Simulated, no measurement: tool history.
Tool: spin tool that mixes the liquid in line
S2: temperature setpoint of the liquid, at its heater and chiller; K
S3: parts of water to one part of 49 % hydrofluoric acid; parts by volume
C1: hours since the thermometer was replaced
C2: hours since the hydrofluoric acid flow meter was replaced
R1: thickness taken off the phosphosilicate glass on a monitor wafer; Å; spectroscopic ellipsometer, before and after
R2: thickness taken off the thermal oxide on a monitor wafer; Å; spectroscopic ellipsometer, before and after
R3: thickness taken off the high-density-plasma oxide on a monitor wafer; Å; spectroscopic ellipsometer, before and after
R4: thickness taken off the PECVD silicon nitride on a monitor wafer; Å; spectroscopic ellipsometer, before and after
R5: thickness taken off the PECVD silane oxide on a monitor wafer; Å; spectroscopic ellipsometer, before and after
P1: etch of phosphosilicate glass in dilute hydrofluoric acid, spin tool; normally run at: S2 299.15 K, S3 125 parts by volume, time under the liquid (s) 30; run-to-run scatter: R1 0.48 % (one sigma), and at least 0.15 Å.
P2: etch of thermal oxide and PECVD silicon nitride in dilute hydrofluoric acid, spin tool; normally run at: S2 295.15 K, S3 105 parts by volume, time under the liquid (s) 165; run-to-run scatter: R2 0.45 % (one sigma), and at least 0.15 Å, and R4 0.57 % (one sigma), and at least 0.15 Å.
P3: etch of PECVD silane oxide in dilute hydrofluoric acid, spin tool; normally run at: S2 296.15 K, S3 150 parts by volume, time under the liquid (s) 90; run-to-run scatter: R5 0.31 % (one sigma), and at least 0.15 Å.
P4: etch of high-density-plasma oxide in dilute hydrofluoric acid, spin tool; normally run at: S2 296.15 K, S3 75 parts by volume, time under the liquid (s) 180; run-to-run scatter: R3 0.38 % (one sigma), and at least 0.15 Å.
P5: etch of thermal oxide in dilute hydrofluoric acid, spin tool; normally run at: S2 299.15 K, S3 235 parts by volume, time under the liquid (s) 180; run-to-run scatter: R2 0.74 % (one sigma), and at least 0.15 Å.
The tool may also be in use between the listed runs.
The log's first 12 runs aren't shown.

Run 13, day 3.917: process that ran P4, S2 296.15 K, S3 75 parts by volume, time under the liquid (s) 180; C1 327.2; C2 278.3. Result: R3 175.46 Å.
Run 14, day 4.179: process that ran P1, S2 299.15 K, S3 125 parts by volume, time under the liquid (s) 30; C1 333.5; C2 284.6. Result: R1 398.08 Å.
Run 15, day 4.596: process that ran P2, S2 295.15 K, S3 105 parts by volume, time under the liquid (s) 165; C1 343.5; C2 294.6. Result: R2 74.015 Å, R4 58.071 Å.
Run 16, day 4.838: process that ran P4, S2 296.15 K, S3 75 parts by volume, time under the liquid (s) 90; C1 349.3; C2 300.4. Result: R3 88.12 Å.
Run 17, day 5.242: process that ran P2, S2 302.15 K, S3 105 parts by volume, time under the liquid (s) 165; C1 359.0; C2 310.1. Result: R2 97.624 Å, R4 91.440 Å.
Run 18, day 5.488: process that ran P3, S2 296.15 K, S3 150 parts by volume, time under the liquid (s) 90; C1 364.9; C2 316.0. Result: R5 123.010 Å.
Run 19, day 5.812: process that ran P1, S2 299.15 K, S3 125 parts by volume, time under the liquid (s) 30; C1 372.7; C2 323.8. Result: R1 397.59 Å.
Run 20, day 6.062: process that ran P5, S2 299.15 K, S3 235 parts by volume, time under the liquid (s) 180; C1 378.7; C2 329.8. Result: R2 34.571 Å.
Run 21, day 6.358: process that ran P2, S2 295.15 K, S3 175 parts by volume, time under the liquid (s) 165; C1 385.8; C2 336.9. Result: R2 40.870 Å, R4 35.088 Å.
Run 22, day 6.742: process that ran P2, S2 295.15 K, S3 105 parts by volume, time under the liquid (s) 165; C1 395.0; C2 346.1. Result: R2 74.433 Å, R4 57.842 Å.
Run 23, day 6.988: process that ran P5, S2 299.15 K, S3 235 parts by volume, time under the liquid (s) 275; C1 400.9; C2 352.0. Result: R2 52.614 Å.
Run 24, day 7.288: process that ran P5, S2 299.15 K, S3 50 parts by volume, time under the liquid (s) 180; C1 408.1; C2 359.2. Result: R2 203.050 Å.
Run 25, day 7.671: process that ran P3, S2 290.65 K, S3 150 parts by volume, time under the liquid (s) 90; C1 417.3; C2 368.4. Result: R5 98.945 Å.

Run 26 comes next. What will it give?
Run 26, day 8.067: process that ran P3, S2 296.15 K, S3 150 parts by volume, time under the liquid (s) 25; C1 426.8; C2 377.9. Result: R5 ?.

{"run 26": {"R5": 33.977}}

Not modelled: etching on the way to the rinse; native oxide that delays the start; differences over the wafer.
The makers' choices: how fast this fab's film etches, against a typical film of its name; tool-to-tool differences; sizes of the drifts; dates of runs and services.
